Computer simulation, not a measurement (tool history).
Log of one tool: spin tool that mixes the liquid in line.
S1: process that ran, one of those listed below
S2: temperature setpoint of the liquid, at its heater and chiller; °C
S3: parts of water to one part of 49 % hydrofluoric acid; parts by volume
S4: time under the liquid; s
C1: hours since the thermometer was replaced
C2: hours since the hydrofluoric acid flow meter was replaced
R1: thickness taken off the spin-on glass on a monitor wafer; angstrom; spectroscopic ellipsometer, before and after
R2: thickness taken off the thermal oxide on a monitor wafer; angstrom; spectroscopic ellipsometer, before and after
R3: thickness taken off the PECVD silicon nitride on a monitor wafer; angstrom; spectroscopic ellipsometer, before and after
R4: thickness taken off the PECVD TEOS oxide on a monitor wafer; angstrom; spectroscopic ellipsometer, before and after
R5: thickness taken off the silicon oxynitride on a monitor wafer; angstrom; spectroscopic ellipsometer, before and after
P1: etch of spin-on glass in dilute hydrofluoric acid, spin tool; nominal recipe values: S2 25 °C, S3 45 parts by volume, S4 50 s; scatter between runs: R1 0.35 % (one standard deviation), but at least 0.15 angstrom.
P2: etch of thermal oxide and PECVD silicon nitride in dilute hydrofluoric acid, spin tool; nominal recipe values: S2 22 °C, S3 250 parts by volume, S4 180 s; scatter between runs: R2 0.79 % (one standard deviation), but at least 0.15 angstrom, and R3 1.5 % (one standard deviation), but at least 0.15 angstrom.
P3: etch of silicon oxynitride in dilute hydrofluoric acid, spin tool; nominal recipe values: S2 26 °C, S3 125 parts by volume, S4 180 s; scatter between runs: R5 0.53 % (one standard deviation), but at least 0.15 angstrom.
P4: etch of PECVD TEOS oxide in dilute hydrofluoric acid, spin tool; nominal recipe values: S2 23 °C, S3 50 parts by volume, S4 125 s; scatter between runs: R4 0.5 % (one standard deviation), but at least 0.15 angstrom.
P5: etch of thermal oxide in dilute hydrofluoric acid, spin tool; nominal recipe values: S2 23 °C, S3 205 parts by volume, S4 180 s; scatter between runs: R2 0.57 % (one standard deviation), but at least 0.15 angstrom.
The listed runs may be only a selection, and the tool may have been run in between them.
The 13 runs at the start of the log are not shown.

run 14 hour=57.8 | S1=P2 S2=22 S3=250 S4=280 | C1=879.1 C2=1064 | R2=42.827 R3=26.501
run 15 hour=62.3 | S1=P1 S2=25 S3=65 S4=50 | C1=883.6 C2=1068.5 | R1=364.91
run 16 hour=67.1 | S1=P3 S2=26 S3=125 S4=180 | C1=888.4 C2=1073.3 | R5=65.234
run 17 hour=70.3 | S1=P5 S2=23 S3=205 S4=180 | C1=891.6 C2=1076.5 | R2=36.479
run 18 hour=73.1 | S1=P1 S2=25 S3=45 S4=50 | C1=894.4 C2=1079.3 | R1=544.72
run 19 hour=77.1 | S1=P1 S2=28.5 S3=20 S4=50 | C1=898.4 C2=1083.3 | R1=1465.4
run 20 hour=81.1 | S1=P1 S2=25 S3=45 S4=50 | C1=902.4 C2=1087.3 | R1=542.33
run 21 hour=86.1 | S1=P1 S2=17.5 S3=45 S4=50 | C1=907.4 C2=1092.3 | R1=396.86
run 22 hour=89.8 | S1=P1 S2=25 S3=45 S4=50 | C1=911.1 C2=1096 | R1=540.56
run 23 hour=95.4 | S1=P1 S2=25 S3=45 S4=50 | C1=916.7 C2=1101.6 | R1=546.92
run 24 hour=99.6 | S1=P1 S2=25 S3=45 S4=80 | C1=920.9 C2=1105.8 | R1=867.93
run 25 hour=102.8 | S1=P3 S2=34 S3=125 S4=180 | C1=924.1 C2=1109 | R5=93.242
run 26 hour=107.2 | S1=P2 S2=28 S3=250 S4=180 | C1=928.5 C2=1113.4 | R2=33.548 R3=24.82
run 27 hour=109.8 | S1=P1 S2=31 S3=45 S4=50 | C1=931.1 C2=1116 | R1=690.96
run 28 hour=112.3 | S1=P4 S2=23 S3=50 S4=125 | C1=933.6 C2=1118.5 | R4=333.69
run 29 hour=114.9 | S1=P4 S2=23 S3=50 S4=230 | C1=936.2 C2=1121.1 | R4=618.27
run 30 hour=119.2 | S1=P3 S2=26 S3=125 S4=80 | C1=940.5 C2=1125.4 | R5=28.98
run 31 hour=122.9 | S1=P1 S2=25 S3=20 S4=50 | C1=944.2 C2=1129.1 | R1=1266.7
run 32 hour=127.8 | S1=P5 S2=23 S3=205 S4=180 | C1=949.1 C2=1134 | R2=35.664

What will run 33 give?
run 33 hour=130.9 | S1=P2 S2=22 S3=250 S4=180 | C1=952.2 C2=1137.1 | R2=? R3=?

For run 33 the tool returned R2 27.388 angstrom, R3 16.775 angstrom.
